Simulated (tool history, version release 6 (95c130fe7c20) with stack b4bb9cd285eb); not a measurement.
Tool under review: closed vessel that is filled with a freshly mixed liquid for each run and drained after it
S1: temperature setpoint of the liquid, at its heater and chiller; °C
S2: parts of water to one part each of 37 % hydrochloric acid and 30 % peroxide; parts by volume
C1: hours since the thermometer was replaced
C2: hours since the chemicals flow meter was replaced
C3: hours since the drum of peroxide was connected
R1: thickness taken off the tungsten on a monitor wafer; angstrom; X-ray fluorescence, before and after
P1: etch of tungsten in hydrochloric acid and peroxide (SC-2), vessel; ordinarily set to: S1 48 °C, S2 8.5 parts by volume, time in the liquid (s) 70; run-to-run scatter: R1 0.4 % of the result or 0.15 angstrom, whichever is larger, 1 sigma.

run 1 hour=8.6 | S1=48 S2=8.5 time_in_the_liquid_(s)=70 | C1=1257.6 C2=417.6 C3=854.3 | R1=201.19
run 2 hour=18.9 | S1=48 S2=8.5 time_in_the_liquid_(s)=105 | C1=1267.9 C2=427.9 C3=864.6 | R1=302.64
run 3 hour=33.6 | S1=48 S2=8.5 time_in_the_liquid_(s)=70 | C1=1282.6 C2=442.6 C3=879.3 | R1=201.88
run 4 hour=41.8 | S1=48 S2=8.5 time_in_the_liquid_(s)=70 | C1=1290.8 C2=450.8 C3=887.5 | R1=200.31
run 5 hour=55.2 | S1=48 S2=4 time_in_the_liquid_(s)=70 | C1=1304.2 C2=464.2 C3=900.9 | R1=352.79
run 6 hour=67.6 | S1=37 S2=8.5 time_in_the_liquid_(s)=70 | C1=1316.6 C2=476.6 C3=913.3 | R1=93.232
run 7 hour=77.2 | S1=48 S2=8.5 time_in_the_liquid_(s)=70 | C1=1326.2 C2=486.2 C3=922.9 | R1=201.32
run 8 hour=93.5 | S1=48 S2=8.5 time_in_the_liquid_(s)=30 | C1=1342.5 C2=502.5 C3=939.2 | R1=85.99
run 9 hour=106.7 | S1=63.5 S2=8.5 time_in_the_liquid_(s)=70 | C1=1355.7 C2=515.7 C3=952.4 | R1=549.22
run 10 hour=118.2 | S1=48 S2=8.5 time_in_the_liquid_(s)=70 | C1=1367.2 C2=527.2 C3=963.9 | R1=201.32
run 11 hour=126.2 | S1=48 S2=13.5 time_in_the_liquid_(s)=70 | C1=1375.2 C2=535.2 C3=971.9 | R1=136.93
run 12 hour=137.1 | S1=48 S2=8.5 time_in_the_liquid_(s)=70 | C1=1386.1 C2=546.1 C3=982.8 | R1=200.51
-- hour=143.1 chemicals flow meter replaced
run 13 hour=151.1 | S1=58 S2=12 time_in_the_liquid_(s)=70 | C1=1400.1 C2=8.1 C3=996.8 | R1=292.82
run 14 hour=160.5 | S1=48 S2=8.5 time_in_the_liquid_(s)=70 | C1=1409.5 C2=17.5 C3=1006.2 | R1=200.75
run 15 hour=172 | S1=48 S2=8.5 time_in_the_liquid_(s)=70 | C1=1421 C2=29 C3=1017.7 | R1=200.74
run 16 hour=182 | S1=48 S2=8.5 time_in_the_liquid_(s)=70 | C1=1431 C2=39 C3=1027.7 | R1=197.44
run 17 hour=195.5 | S1=48 S2=8.5 time_in_the_liquid_(s)=70 | C1=1444.5 C2=52.5 C3=1041.2 | R1=192.51
run 18 hour=210 | S1=48 S2=8.5 time_in_the_liquid_(s)=70 | C1=1459 C2=67 C3=1055.7 | R1=188.23
run 19 hour=226 | S1=48 S2=8.5 time_in_the_liquid_(s)=70 | C1=1475 C2=83 C3=1071.7 | R1=185.44
-- hour=240.1 new drum of peroxide connected
run 20 hour=242.4 | S1=48 S2=8.5 time_in_the_liquid_(s)=70 | C1=1491.4 C2=99.4 C3=2.4 | R1=184.34
run 21 hour=258.3 | S1=48 S2=8.5 time_in_the_liquid_(s)=70 | C1=1507.3 C2=115.3 C3=18.3 | R1=184.97
run 22 hour=266.8 | S1=48 S2=8.5 time_in_the_liquid_(s)=70 | C1=1515.8 C2=123.8 C3=26.8 | R1=184.02
run 23 hour=282.4 | S1=48 S2=8.5 time_in_the_liquid_(s)=70 | C1=1531.4 C2=139.4 C3=42.4 | R1=183.71

Something has made what P1 gives creep away from where it was; the 2 causes below, each at its own stated size, fit the log equally well:
A: liquid colder than its thermometer reads (K) = 1.31
B: chemicals flow below the setpoint (%) = 10.3
The drift started at roughly hour 172.
Each remaining cause and why it is not a fit:
peroxide weaker than its label (%): serviced at hour 240.1, after the change had begun; the process did not return to its earlier output

Of the 4 check runs below, each run on 2 wafers with the results averaged and each result still a question mark, which one would tell the listed causes apart?
run check 1 hour=298 | S1=38.5 S2=4 time_in_the_liquid_(s)=70 | R1=?
run check 2 hour=298 | S1=63 S2=5.5 time_in_the_liquid_(s)=70 | R1=?
run check 3 hour=298 | S1=48 S2=11.5 time_in_the_liquid_(s)=70 | R1=?
run check 4 hour=298 | S1=37 S2=12.5 time_in_the_liquid_(s)=70 | R1=?

Check results expected under each cause:
check=check_1 result=R1 if_A=165.66 if_B=169.11
check=check_2 result=R1 if_A=684.32 if_B=684.41
check=check_3 result=R1 if_A=143.37 if_B=142.72
check=check_4 result=R1 if_A=61.474 if_B=61.526
Minimum pairwise separation of causes per check, each pair taken at its best-separating result: check 1 2.06 %; check 2 0.01 %; check 3 0.46 %; check 4 0.09 %
Only check 1 tells the causes apart: in the others they would give nearly the same result.

Check 1 was then run and gave: R1 169.22 angstrom. Which cause is it?

B is the cause: chemicals flow below the setpoint (%).
